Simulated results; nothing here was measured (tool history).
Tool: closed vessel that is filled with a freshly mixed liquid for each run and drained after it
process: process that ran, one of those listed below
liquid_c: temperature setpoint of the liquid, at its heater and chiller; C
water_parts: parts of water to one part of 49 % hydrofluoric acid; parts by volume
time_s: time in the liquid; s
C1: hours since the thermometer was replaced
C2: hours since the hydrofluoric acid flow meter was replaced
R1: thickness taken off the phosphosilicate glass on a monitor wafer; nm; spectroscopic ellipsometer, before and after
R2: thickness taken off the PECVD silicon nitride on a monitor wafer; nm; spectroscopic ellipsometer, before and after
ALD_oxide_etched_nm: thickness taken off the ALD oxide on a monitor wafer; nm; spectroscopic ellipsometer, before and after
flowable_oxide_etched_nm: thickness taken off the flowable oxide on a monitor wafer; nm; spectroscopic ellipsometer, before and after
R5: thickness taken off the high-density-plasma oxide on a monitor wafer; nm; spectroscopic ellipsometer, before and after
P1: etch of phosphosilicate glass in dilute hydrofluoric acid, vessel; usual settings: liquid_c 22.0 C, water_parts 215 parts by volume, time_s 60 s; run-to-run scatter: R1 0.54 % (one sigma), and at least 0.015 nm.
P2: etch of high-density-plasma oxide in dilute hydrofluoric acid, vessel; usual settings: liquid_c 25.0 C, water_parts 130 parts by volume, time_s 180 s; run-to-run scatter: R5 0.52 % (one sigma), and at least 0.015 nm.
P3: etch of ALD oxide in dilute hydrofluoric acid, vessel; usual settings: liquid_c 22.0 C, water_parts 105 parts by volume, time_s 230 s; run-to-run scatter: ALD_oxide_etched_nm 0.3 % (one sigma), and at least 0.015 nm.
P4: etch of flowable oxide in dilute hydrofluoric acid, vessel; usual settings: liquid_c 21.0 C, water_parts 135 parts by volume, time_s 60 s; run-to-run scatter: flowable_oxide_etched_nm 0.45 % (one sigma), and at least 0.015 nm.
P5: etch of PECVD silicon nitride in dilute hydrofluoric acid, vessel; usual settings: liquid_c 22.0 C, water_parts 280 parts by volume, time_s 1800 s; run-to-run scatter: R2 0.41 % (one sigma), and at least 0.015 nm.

{"run": 1, "hour": 11.9, "process": "P1", "liquid_c": 22.0, "water_parts": 215, "time_s": 60, "C1": 391.5, "C2": 242.7, "R1": 43.887}
{"run": 2, "hour": 24.4, "process": "P5", "liquid_c": 22.0, "water_parts": 75, "time_s": 1800, "C1": 404.0, "C2": 255.2, "R2": 65.592}
{"run": 3, "hour": 32.6, "process": "P3", "liquid_c": 22.0, "water_parts": 185, "time_s": 230, "C1": 412.2, "C2": 263.4, "ALD_oxide_etched_nm": 19.906}
{"run": 4, "hour": 46.4, "process": "P4", "liquid_c": 21.0, "water_parts": 135, "time_s": 30, "C1": 426.0, "C2": 277.2, "flowable_oxide_etched_nm": 12.78}
{"run": 5, "hour": 60.4, "process": "P2", "liquid_c": 33.5, "water_parts": 130, "time_s": 180, "C1": 440.0, "C2": 291.2, "R5": 11.527}
{"run": 6, "hour": 75.8, "process": "P5", "liquid_c": 22.0, "water_parts": 280, "time_s": 1800, "C1": 455.4, "C2": 306.6, "R2": 17.819}
{"run": 7, "hour": 85.2, "process": "P1", "liquid_c": 17.0, "water_parts": 215, "time_s": 60, "C1": 464.8, "C2": 316.0, "R1": 35.874}
{"run": 8, "hour": 98.6, "process": "P1", "liquid_c": 22.0, "water_parts": 215, "time_s": 60, "C1": 478.2, "C2": 329.4, "R1": 43.336}
{"run": 9, "hour": 112.9, "process": "P5", "liquid_c": 22.0, "water_parts": 280, "time_s": 345, "C1": 492.5, "C2": 343.7, "R2": 3.4648}
{"run": 10, "hour": 120.5, "process": "P2", "liquid_c": 25.0, "water_parts": 225, "time_s": 180, "C1": 500.1, "C2": 351.3, "R5": 4.3862}
{"run": 11, "hour": 134.9, "process": "P3", "liquid_c": 17.0, "water_parts": 105, "time_s": 230, "C1": 514.5, "C2": 365.7, "ALD_oxide_etched_nm": 31.052}
{"run": 12, "hour": 143.6, "process": "P1", "liquid_c": 22.0, "water_parts": 215, "time_s": 60, "C1": 523.2, "C2": 374.4, "R1": 43.277}
{"run": 13, "hour": 156.8, "process": "P1", "liquid_c": 22.0, "water_parts": 360, "time_s": 60, "C1": 536.4, "C2": 387.6, "R1": 22.6}
{"run": 14, "hour": 169.7, "process": "P2", "liquid_c": 25.0, "water_parts": 130, "time_s": 180, "C1": 549.3, "C2": 400.5, "R5": 8.3405}
{"run": 15, "hour": 185.1, "process": "P1", "liquid_c": 27.5, "water_parts": 215, "time_s": 60, "C1": 564.7, "C2": 415.9, "R1": 52.928}
{"run": 16, "hour": 196.3, "process": "P4", "liquid_c": 21.0, "water_parts": 135, "time_s": 60, "C1": 575.9, "C2": 427.1, "flowable_oxide_etched_nm": 25.84}
{"run": 17, "hour": 209.6, "process": "P2", "liquid_c": 25.0, "water_parts": 130, "time_s": 180, "C1": 589.2, "C2": 440.4, "R5": 8.503}
{"run": 18, "hour": 220.5, "process": "P4", "liquid_c": 26.5, "water_parts": 135, "time_s": 60, "C1": 600.1, "C2": 451.3, "flowable_oxide_etched_nm": 31.98}
{"run": 19, "hour": 232.2, "process": "P1", "liquid_c": 22.0, "water_parts": 215, "time_s": 60, "C1": 611.8, "C2": 463.0, "R1": 43.506}
{"run": 20, "hour": 239.3, "process": "P4", "liquid_c": 21.0, "water_parts": 135, "time_s": 60, "C1": 618.9, "C2": 470.1, "flowable_oxide_etched_nm": 25.775}
{"run": 21, "hour": 247.7, "process": "P1", "liquid_c": 17.0, "water_parts": 215, "time_s": 95, "C1": 627.3, "C2": 478.5, "R1": 56.837}
{"run": 22, "hour": 254.8, "process": "P4", "liquid_c": 21.0, "water_parts": 195, "time_s": 60, "C1": 634.4, "C2": 485.6, "flowable_oxide_etched_nm": 16.735}
{"run": 23, "hour": 268.9, "process": "P1", "liquid_c": 22.0, "water_parts": 215, "time_s": 60, "C1": 648.5, "C2": 499.7, "R1": 43.432}
{"run": 24, "hour": 284.3, "process": "P2", "liquid_c": 25.0, "water_parts": 130, "time_s": 265, "C1": 663.9, "C2": 515.1, "R5": 12.351}
{"run": 25, "hour": 292.1, "process": "P3", "liquid_c": 22.0, "water_parts": 105, "time_s": 230, "C1": 671.7, "C2": 522.9, "ALD_oxide_etched_nm": 38.108}
{"run": 26, "hour": 304.7, "process": "P1", "liquid_c": 22.0, "water_parts": 215, "time_s": 30, "C1": 684.3, "C2": 535.5, "R1": 21.653}
{"run": 27, "hour": 317.2, "process": "P1", "liquid_c": 22.0, "water_parts": 120, "time_s": 85, "C1": 696.8, "C2": 548.0, "R1": 122.99}
{"run": 28, "hour": 325.7, "process": "P5", "liquid_c": 17.0, "water_parts": 280, "time_s": 1800, "C1": 705.3, "C2": 556.5, "R2": 13.054}
{"run": 29, "hour": 336.7, "process": "P3", "liquid_c": 22.0, "water_parts": 105, "time_s": 30, "C1": 716.3, "C2": 567.5, "ALD_oxide_etched_nm": 5.008}
{"run": 30, "hour": 352.0, "process": "P1", "liquid_c": 22.0, "water_parts": 215, "time_s": 85, "C1": 731.6, "C2": 582.8, "R1": 61.602}
{"run": 31, "hour": 361.9, "process": "P1", "liquid_c": 22.0, "water_parts": 215, "time_s": 60, "C1": 741.5, "C2": 592.7, "R1": 43.399}
{"run": 32, "hour": 377.8, "process": "P1", "liquid_c": 22.0, "water_parts": 35, "time_s": 60, "C1": 757.4, "C2": 608.6, "R1": 331.12}

Forecast run 33:
{"run": 33, "hour": 388.1, "process": "P1", "liquid_c": 22.0, "water_parts": 215, "time_s": 60, "C1": 767.7, "C2": 618.9, "R1": "?"}

{"run 33": {"R1": 43.517}}
